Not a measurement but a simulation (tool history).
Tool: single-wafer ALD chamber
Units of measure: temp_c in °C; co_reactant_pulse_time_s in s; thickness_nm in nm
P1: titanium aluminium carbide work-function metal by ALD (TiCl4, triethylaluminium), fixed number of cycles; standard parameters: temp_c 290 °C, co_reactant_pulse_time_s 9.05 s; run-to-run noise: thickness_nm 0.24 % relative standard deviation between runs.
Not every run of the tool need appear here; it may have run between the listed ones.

run	hour	temp_c	co_reactant_pulse_time_s	thickness_nm
1	5.3	290	9.05	1.8561
2	14.5	290	14.28	1.9064
3	19.4	290	9.05	1.8447
4	28.1	315	9.05	2.0533
5	33.3	280	13.80	1.8326
6	38.5	270	9.05	1.6813
7	47.2	290	9.05	1.8453
8	53.6	278	11.84	1.8013
9	59.1	313	13.69	2.1178
10	66.3	290	9.05	1.8427
11	75.2	290	9.05	1.8440
12	82.0	290	3.64	1.3809
13	92.3	290	9.05	1.8478
14	98.3	290	9.05	1.8431
15	107.6	290	9.05	1.8343
16	116.2	290	9.05	1.8247
17	125.1	290	9.05	1.8190
18	130.5	290	9.05	1.8141
19	135.5	290	9.05	1.8137
20	146.0	290	9.05	1.8053

Run 21 is up next; what results do you expect?
21	155.0	290	9.05	?

thickness_nm: 1.8097 nm
